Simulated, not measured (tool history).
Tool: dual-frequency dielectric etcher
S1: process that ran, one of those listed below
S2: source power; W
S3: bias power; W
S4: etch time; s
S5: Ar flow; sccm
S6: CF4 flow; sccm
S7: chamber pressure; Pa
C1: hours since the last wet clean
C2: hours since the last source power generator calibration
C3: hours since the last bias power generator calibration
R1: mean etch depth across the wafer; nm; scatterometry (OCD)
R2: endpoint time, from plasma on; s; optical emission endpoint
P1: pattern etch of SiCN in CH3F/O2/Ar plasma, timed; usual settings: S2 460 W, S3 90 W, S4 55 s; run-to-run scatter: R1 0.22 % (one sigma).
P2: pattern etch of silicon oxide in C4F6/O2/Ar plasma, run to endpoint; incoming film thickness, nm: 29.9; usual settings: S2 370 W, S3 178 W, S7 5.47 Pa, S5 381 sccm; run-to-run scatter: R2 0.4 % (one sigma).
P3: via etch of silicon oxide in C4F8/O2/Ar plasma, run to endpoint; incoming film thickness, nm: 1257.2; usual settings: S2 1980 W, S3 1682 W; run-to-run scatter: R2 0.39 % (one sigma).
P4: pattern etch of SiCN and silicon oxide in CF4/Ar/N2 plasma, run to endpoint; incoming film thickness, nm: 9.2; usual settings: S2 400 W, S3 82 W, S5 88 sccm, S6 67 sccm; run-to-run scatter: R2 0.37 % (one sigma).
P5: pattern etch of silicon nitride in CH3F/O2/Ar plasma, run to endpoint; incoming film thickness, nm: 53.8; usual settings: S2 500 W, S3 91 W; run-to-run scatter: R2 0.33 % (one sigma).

Run 1, hour 4.1: S1 P1, S2 460 W, S3 90 W, S4 55 s; C1 255; C2 1543.5; C3 180.3. Result: R1 23.77 nm.
Run 2, hour 7: S1 P3, S2 1980 W, S3 1682 W; C1 257.9; C2 1546.4; C3 183.2. Result: R2 256.35 s.
Run 3, hour 10.8: S1 P3, S2 1980 W, S3 1266 W; C1 261.7; C2 1550.2; C3 187. Result: R2 278.22 s.
Run 4, hour 15.5: S1 P3, S2 1220 W, S3 1682 W; C1 266.4; C2 1554.9; C3 191.7. Result: R2 311.79 s.
Run 5, hour 18.8: S1 P4, S2 400 W, S3 82 W, S5 88 sccm, S6 67 sccm; C1 269.7; C2 1558.2; C3 195. Result: R2 11.447 s.
Run 6, hour 21.7: S1 P2, S2 440 W, S3 178 W, S5 381 sccm, S7 5.47 Pa; C1 272.6; C2 1561.1; C3 197.9. Result: R2 9.9278 s.
Run 7, hour 26.2: S1 P4, S2 320 W, S3 82 W, S5 88 sccm, S6 67 sccm; C1 277.1; C2 1565.6; C3 202.4. Result: R2 13.875 s.
Run 8, hour 28.5: S1 P4, S2 400 W, S3 82 W, S5 88 sccm, S6 51 sccm; C1 279.4; C2 1567.9; C3 204.7. Result: R2 11.87 s.
Run 9, hour 31.9: S1 P1, S2 460 W, S3 90 W, S4 55 s; C1 282.8; C2 1571.3; C3 208.1. Result: R1 23.746 nm.
Run 10, hour 36.8: S1 P5, S2 500 W, S3 91 W; C1 287.7; C2 1576.2; C3 213. Result: R2 67.457 s.
Run 11, hour 40.4: S1 P5, S2 500 W, S3 126 W; C1 291.3; C2 1579.8; C3 216.6. Result: R2 59.782 s.
Run 12, hour 44.8: S1 P2, S2 370 W, S3 178 W, S5 381 sccm, S7 3.67 Pa; C1 295.7; C2 1584.2; C3 221. Result: R2 10.121 s.
Run 13, hour 49: S1 P2, S2 370 W, S3 233 W, S5 381 sccm, S7 5.47 Pa; C1 299.9; C2 1588.4; C3 225.2. Result: R2 9.7105 s.
Run 14, hour 51.7: S1 P1, S2 590 W, S3 90 W, S4 55 s; C1 302.6; C2 1591.1; C3 227.9. Result: R1 26.073 nm.
Run 15, hour 54.3: S1 P4, S2 400 W, S3 82 W, S5 88 sccm, S6 67 sccm; C1 305.2; C2 1593.7; C3 230.5. Result: R2 11.435 s.
Run 16, hour 58.9: S1 P2, S2 370 W, S3 178 W, S5 471 sccm, S7 5.47 Pa; C1 309.8; C2 1598.3; C3 235.1. Result: R2 10.834 s.
Run 17, hour 63.6: S1 P5, S2 300 W, S3 91 W; C1 314.5; C2 1603; C3 239.8. Result: R2 81.098 s.
Run 18, hour 67.3: S1 P1, S2 300 W, S3 90 W, S4 55 s; C1 318.2; C2 1606.7; C3 243.5. Result: R1 20.3 nm.
Run 19, hour 70.2: S1 P1, S2 460 W, S3 90 W, S4 55 s; C1 321.1; C2 1609.6; C3 246.4. Result: R1 23.692 nm.
Run 20, hour 72.7: S1 P1, S2 370 W, S3 68 W, S4 55 s; C1 323.6; C2 1612.1; C3 248.9. Result: R1 19.797 nm.
Run 21, hour 76.2: S1 P1, S2 460 W, S3 90 W, S4 55 s; C1 327.1; C2 1615.6; C3 252.4. Result: R1 23.671 nm.
Run 22, hour 78.9: S1 P2, S2 370 W, S3 178 W, S5 381 sccm, S7 5.47 Pa; C1 329.8; C2 1618.3; C3 255.1. Result: R2 10.663 s.
Run 23, hour 81.9: S1 P1, S2 460 W, S3 90 W, S4 79.5 s; C1 332.8; C2 1621.3; C3 258.1. Result: R1 34.256 nm.
Run 24, hour 86.2: S1 P1, S2 460 W, S3 90 W, S4 55 s; C1 337.1; C2 1625.6; C3 262.4. Result: R1 23.635 nm.
Run 25, hour 91: S1 P4, S2 400 W, S3 64 W, S5 88 sccm, S6 67 sccm; C1 341.9; C2 1630.4; C3 267.2. Result: R2 12.457 s.
Run 26, hour 94.8: S1 P1, S2 460 W, S3 90 W, S4 55 s; C1 345.7; C2 1634.2; C3 271. Result: R1 23.757 nm.
Run 27, hour 99.4: S1 P5, S2 500 W, S3 91 W; C1 350.3; C2 1638.8; C3 275.6. Result: R2 67.024 s.
Run 28, hour 104.3: S1 P1, S2 460 W, S3 110 W, S4 55 s; C1 355.2; C2 1643.7; C3 280.5. Result: R1 25.463 nm.
Run 29, hour 108.2: S1 P1, S2 460 W, S3 73 W, S4 55 s; C1 359.1; C2 1647.6; C3 284.4. Result: R1 21.949 nm.
Run 30, hour 111.3: S1 P1, S2 460 W, S3 90 W, S4 41.5 s; C1 362.2; C2 1650.7; C3 287.5. Result: R1 17.971 nm.
Run 31, hour 114.7: S1 P4, S2 400 W, S3 82 W, S5 124 sccm, S6 67 sccm; C1 365.6; C2 1654.1; C3 290.9. Result: R2 11.996 s.
Run 32, hour 119.6: S1 P1, S2 590 W, S3 117 W, S4 55 s; C1 370.5; C2 1659; C3 295.8. Result: R1 28.608 nm.
Run 33, hour 123.6: S1 P1, S2 460 W, S3 123 W, S4 71.5 s; C1 374.5; C2 1663; C3 299.8. Result: R1 34.733 nm.
Run 34, hour 125.8: S1 P1, S2 460 W, S3 90 W, S4 55 s; C1 376.7; C2 1665.2; C3 302. Result: R1 23.709 nm.
Run 35, hour 128.1: S1 P1, S2 460 W, S3 90 W, S4 55 s; C1 379; C2 1667.5; C3 304.3. Result: R1 23.744 nm.
Run 36, hour 132.8: S1 P1, S2 460 W, S3 90 W, S4 55 s; C1 383.7; C2 1672.2; C3 309. Result: R1 23.842 nm.
Run 37, hour 137.7: S1 P1, S2 460 W, S3 90 W, S4 55 s; C1 388.6; C2 1677.1; C3 313.9. Result: R1 23.98 nm.
At hour 139.1: wet clean of the chamber.
Run 38, hour 141.8: S1 P1, S2 460 W, S3 90 W, S4 55 s; C1 2.7; C2 1681.2; C3 318. Result: R1 24.086 nm.
Run 39, hour 146.3: S1 P1, S2 460 W, S3 90 W, S4 55 s; C1 7.2; C2 1685.7; C3 322.5. Result: R1 24.09 nm.
Run 40, hour 150.6: S1 P1, S2 460 W, S3 90 W, S4 55 s; C1 11.5; C2 1690; C3 326.8. Result: R1 24.122 nm.
Run 41, hour 153: S1 P1, S2 460 W, S3 90 W, S4 55 s; C1 13.9; C2 1692.4; C3 329.2. Result: R1 24.107 nm.
Run 42, hour 155.9: S1 P1, S2 460 W, S3 90 W, S4 55 s; C1 16.8; C2 1695.3; C3 332.1. Result: R1 24.049 nm.
Run 43, hour 159.5: S1 P1, S2 460 W, S3 90 W, S4 55 s; C1 20.4; C2 1698.9; C3 335.7. Result: R1 24.057 nm.

What P1 gives has crept away from where it was. These 2 causes fit the log equally well, each at the size given:
A: source power that arrives over what is set, % = 4.34
B: bias power that arrives over what is set, % = 4.39
The creep began at about hour 125.8.
Why every other cause is out:
chamber walls in a state that raises the etch rate, %: serviced at hour 139.1, which brought nothing back

4 check runs are offered, each on 2 wafers whose results are averaged, their results left as question marks. Which one tells the causes apart?
Run check 1, hour 163.1: S1 P5, S2 500 W, S3 123 W. Result: R2 ?.
Run check 2, hour 163.1: S1 P4, S2 320 W, S3 82 W, S5 88 sccm, S6 67 sccm. Result: R2 ?.
Run check 3, hour 163.1: S1 P2, S2 370 W, S3 219 W, S5 381 sccm, S7 4 Pa. Result: R2 ?.
Run check 4, hour 163.1: S1 P3, S2 1250 W, S3 1442 W. Result: R2 ?.

What each check would give under each cause:
  check  result    if A    if B
check 1      R2  59.237  59.209
check 2      R2  13.402  13.703
check 3      R2  9.3883  9.4077
check 4      R2  317.65  319.32
How far apart the two closest causes lie, in the result that separates them most: check 1 0.05 %; check 2 2.22 %; check 3 0.21 %; check 4 0.52 %
Check 2 tells the causes apart: in the others they would give nearly the same result.

Check 2 was then run and gave: R2 13.677 s. Which cause is it?

It is B: bias power that arrives over what is set, %.
